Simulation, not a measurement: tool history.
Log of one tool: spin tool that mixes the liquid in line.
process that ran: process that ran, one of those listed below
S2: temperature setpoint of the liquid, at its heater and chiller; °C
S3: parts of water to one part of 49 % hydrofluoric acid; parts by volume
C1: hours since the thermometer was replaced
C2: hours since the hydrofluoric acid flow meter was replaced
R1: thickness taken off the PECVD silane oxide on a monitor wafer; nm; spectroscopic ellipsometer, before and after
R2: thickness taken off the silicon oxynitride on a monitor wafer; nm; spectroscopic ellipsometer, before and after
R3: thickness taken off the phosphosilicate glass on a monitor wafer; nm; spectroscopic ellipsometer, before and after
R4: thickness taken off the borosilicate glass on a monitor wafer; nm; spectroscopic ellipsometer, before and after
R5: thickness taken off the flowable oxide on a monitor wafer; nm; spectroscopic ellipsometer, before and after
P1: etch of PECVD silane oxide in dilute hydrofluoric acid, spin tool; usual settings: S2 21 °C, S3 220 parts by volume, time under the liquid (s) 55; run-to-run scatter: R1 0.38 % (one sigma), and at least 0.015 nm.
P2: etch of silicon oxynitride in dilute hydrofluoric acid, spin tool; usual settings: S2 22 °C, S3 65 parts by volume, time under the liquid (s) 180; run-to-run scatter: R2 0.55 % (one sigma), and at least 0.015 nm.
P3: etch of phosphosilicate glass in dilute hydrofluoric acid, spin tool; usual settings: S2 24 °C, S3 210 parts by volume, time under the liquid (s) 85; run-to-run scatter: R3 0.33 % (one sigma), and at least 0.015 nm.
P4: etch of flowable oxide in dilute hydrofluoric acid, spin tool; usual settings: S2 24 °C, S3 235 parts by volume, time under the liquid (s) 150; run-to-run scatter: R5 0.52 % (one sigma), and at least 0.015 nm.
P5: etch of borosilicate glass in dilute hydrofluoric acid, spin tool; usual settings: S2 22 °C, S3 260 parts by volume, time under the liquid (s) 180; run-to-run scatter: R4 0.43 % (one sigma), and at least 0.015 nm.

run 1 hour=12.1 | process_that_ran=P1 S2=21 S3=220 time_under_the_liquid_(s)=55 | C1=299.8 C2=596.2 | R1=6.6584
run 2 hour=22.5 | process_that_ran=P2 S2=22 S3=65 time_under_the_liquid_(s)=180 | C1=310.2 C2=606.6 | R2=10.154
run 3 hour=31.9 | process_that_ran=P3 S2=20 S3=210 time_under_the_liquid_(s)=85 | C1=319.6 C2=616 | R3=27.723
run 4 hour=42.3 | process_that_ran=P5 S2=22 S3=260 time_under_the_liquid_(s)=70 | C1=330 C2=626.4 | R4=4.5578
run 5 hour=50.1 | process_that_ran=P3 S2=24 S3=375 time_under_the_liquid_(s)=85 | C1=337.8 C2=634.2 | R3=15.459
run 6 hour=58.2 | process_that_ran=P1 S2=21 S3=315 time_under_the_liquid_(s)=55 | C1=345.9 C2=642.3 | R1=4.2082
run 7 hour=67.6 | process_that_ran=P1 S2=21 S3=220 time_under_the_liquid_(s)=15 | C1=355.3 C2=651.7 | R1=1.7794
run 8 hour=79.6 | process_that_ran=P2 S2=22 S3=110 time_under_the_liquid_(s)=180 | C1=367.3 C2=663.7 | R2=5.6826
run 9 hour=87.5 | process_that_ran=P1 S2=21 S3=310 time_under_the_liquid_(s)=25 | C1=375.2 C2=671.6 | R1=1.9504
run 10 hour=99.7 | process_that_ran=P5 S2=22 S3=260 time_under_the_liquid_(s)=180 | C1=387.4 C2=683.8 | R4=11.572
run 11 hour=110 | process_that_ran=P1 S2=21 S3=125 time_under_the_liquid_(s)=55 | C1=397.7 C2=694.1 | R1=12.76
run 12 hour=118 | process_that_ran=P4 S2=24 S3=90 time_under_the_liquid_(s)=150 | C1=405.7 C2=702.1 | R5=61.613
run 13 hour=126.3 | process_that_ran=P5 S2=17 S3=260 time_under_the_liquid_(s)=180 | C1=414 C2=710.4 | R4=9.7361
run 14 hour=132.5 | process_that_ran=P1 S2=21 S3=220 time_under_the_liquid_(s)=55 | C1=420.2 C2=716.6 | R1=6.6087
run 15 hour=141.1 | process_that_ran=P4 S2=19.5 S3=235 time_under_the_liquid_(s)=150 | C1=428.8 C2=725.2 | R5=16.804
run 16 hour=147.2 | process_that_ran=P1 S2=21 S3=220 time_under_the_liquid_(s)=55 | C1=434.9 C2=731.3 | R1=6.5528
run 17 hour=157.8 | process_that_ran=P4 S2=24 S3=235 time_under_the_liquid_(s)=150 | C1=445.5 C2=741.9 | R5=19.953
run 18 hour=166.2 | process_that_ran=P1 S2=17 S3=320 time_under_the_liquid_(s)=55 | C1=453.9 C2=750.3 | R1=3.57
run 19 hour=172.8 | process_that_ran=P1 S2=26 S3=220 time_under_the_liquid_(s)=105 | C1=460.5 C2=756.9 | R1=15.091
run 20 hour=179.1 | process_that_ran=P1 S2=25 S3=220 time_under_the_liquid_(s)=55 | C1=466.8 C2=763.2 | R1=7.6455
run 21 hour=184.4 | process_that_ran=P1 S2=21 S3=220 time_under_the_liquid_(s)=105 | C1=472.1 C2=768.5 | R1=12.521
run 22 hour=193.7 | process_that_ran=P1 S2=17 S3=220 time_under_the_liquid_(s)=55 | C1=481.4 C2=777.8 | R1=5.6311
run 23 hour=200 | process_that_ran=P1 S2=21 S3=220 time_under_the_liquid_(s)=55 | C1=487.7 C2=784.1 | R1=6.6417
run 24 hour=211.8 | process_that_ran=P5 S2=22 S3=110 time_under_the_liquid_(s)=180 | C1=499.5 C2=795.9 | R4=32.543
run 25 hour=217.5 | process_that_ran=P2 S2=22 S3=65 time_under_the_liquid_(s)=335 | C1=505.2 C2=801.6 | R2=18.683
run 26 hour=223 | process_that_ran=P4 S2=24 S3=235 time_under_the_liquid_(s)=150 | C1=510.7 C2=807.1 | R5=19.87
run 27 hour=235 | process_that_ran=P1 S2=21 S3=220 time_under_the_liquid_(s)=55 | C1=522.7 C2=819.1 | R1=6.5811
run 28 hour=246.9 | process_that_ran=P4 S2=24 S3=235 time_under_the_liquid_(s)=215 | C1=534.6 C2=831 | R5=28.471
run 29 hour=256.2 | process_that_ran=P2 S2=26 S3=65 time_under_the_liquid_(s)=180 | C1=543.9 C2=840.3 | R2=12.262
run 30 hour=266.3 | process_that_ran=P3 S2=24 S3=210 time_under_the_liquid_(s)=85 | C1=554 C2=850.4 | R3=32.428
run 31 hour=276.5 | process_that_ran=P3 S2=24 S3=210 time_under_the_liquid_(s)=155 | C1=564.2 C2=860.6 | R3=58.6
run 32 hour=281.9 | process_that_ran=P1 S2=21 S3=220 time_under_the_liquid_(s)=55 | C1=569.6 C2=866 | R1=6.6028
run 33 hour=293.1 | process_that_ran=P1 S2=21 S3=220 time_under_the_liquid_(s)=55 | C1=580.8 C2=877.2 | R1=6.7925
run 34 hour=302.1 | process_that_ran=P1 S2=21 S3=220 time_under_the_liquid_(s)=55 | C1=589.8 C2=886.2 | R1=6.9378
run 35 hour=308.6 | process_that_ran=P1 S2=21 S3=220 time_under_the_liquid_(s)=55 | C1=596.3 C2=892.7 | R1=6.9994
run 36 hour=319.5 | process_that_ran=P1 S2=21 S3=220 time_under_the_liquid_(s)=55 | C1=607.2 C2=903.6 | R1=7.1085
run 37 hour=329.2 | process_that_ran=P1 S2=21 S3=220 time_under_the_liquid_(s)=55 | C1=616.9 C2=913.3 | R1=7.1223
run 38 hour=337.3 | process_that_ran=P1 S2=21 S3=220 time_under_the_liquid_(s)=55 | C1=625 C2=921.4 | R1=7.1333
run 39 hour=343.1 | process_that_ran=P1 S2=21 S3=220 time_under_the_liquid_(s)=55 | C1=630.8 C2=927.2 | R1=7.1872
run 40 hour=350 | process_that_ran=P1 S2=21 S3=220 time_under_the_liquid_(s)=55 | C1=637.7 C2=934.1 | R1=7.1711
run 41 hour=360.4 | process_that_ran=P1 S2=21 S3=220 time_under_the_liquid_(s)=55 | C1=648.1 C2=944.5 | R1=7.1356
run 42 hour=367.6 | process_that_ran=P1 S2=21 S3=220 time_under_the_liquid_(s)=55 | C1=655.3 C2=951.7 | R1=7.1484
run 43 hour=376 | process_that_ran=P1 S2=21 S3=220 time_under_the_liquid_(s)=55 | C1=663.7 C2=960.1 | R1=7.1027

What P1 gives has crept away from where it was. These 2 causes fit the log equally well, each at the size given:
A: hydrofluoric acid flow above the setpoint (%) = 7.5
B: liquid hotter than its thermometer reads (K) = 2.36
The creep began at about hour 281.9.

4 check runs are offered, each on 2 wafers whose results are averaged, their results left as question marks. Which one tells the causes apart?
run check 1 hour=384.4 | process_that_ran=P3 S2=24 S3=210 time_under_the_liquid_(s)=85 | R3=?
run check 2 hour=384.4 | process_that_ran=P5 S2=22 S3=260 time_under_the_liquid_(s)=180 | R4=?
run check 3 hour=384.4 | process_that_ran=P4 S2=24 S3=235 time_under_the_liquid_(s)=150 | R5=?
run check 4 hour=384.4 | process_that_ran=P2 S2=22 S3=65 time_under_the_liquid_(s)=180 | R2=?

What each check would give under each cause:
check=check_1 result=R3 if_A=35.188 if_B=35.1
check=check_2 result=R4 if_A=12.785 if_B=12.718
check=check_3 result=R5 if_A=21.74 if_B=21.624
check=check_4 result=R2 if_A=10.878 if_B=11.311
How far apart the two closest causes lie, in the result that separates them most: check 1 0.25 %; check 2 0.52 %; check 3 0.54 %; check 4 3.9 %
Check 4 tells the causes apart: in the others they would give nearly the same result.

Check 4 was then run and gave: R2 11.314 nm. Which cause is it?

It is B: liquid hotter than its thermometer reads (K).

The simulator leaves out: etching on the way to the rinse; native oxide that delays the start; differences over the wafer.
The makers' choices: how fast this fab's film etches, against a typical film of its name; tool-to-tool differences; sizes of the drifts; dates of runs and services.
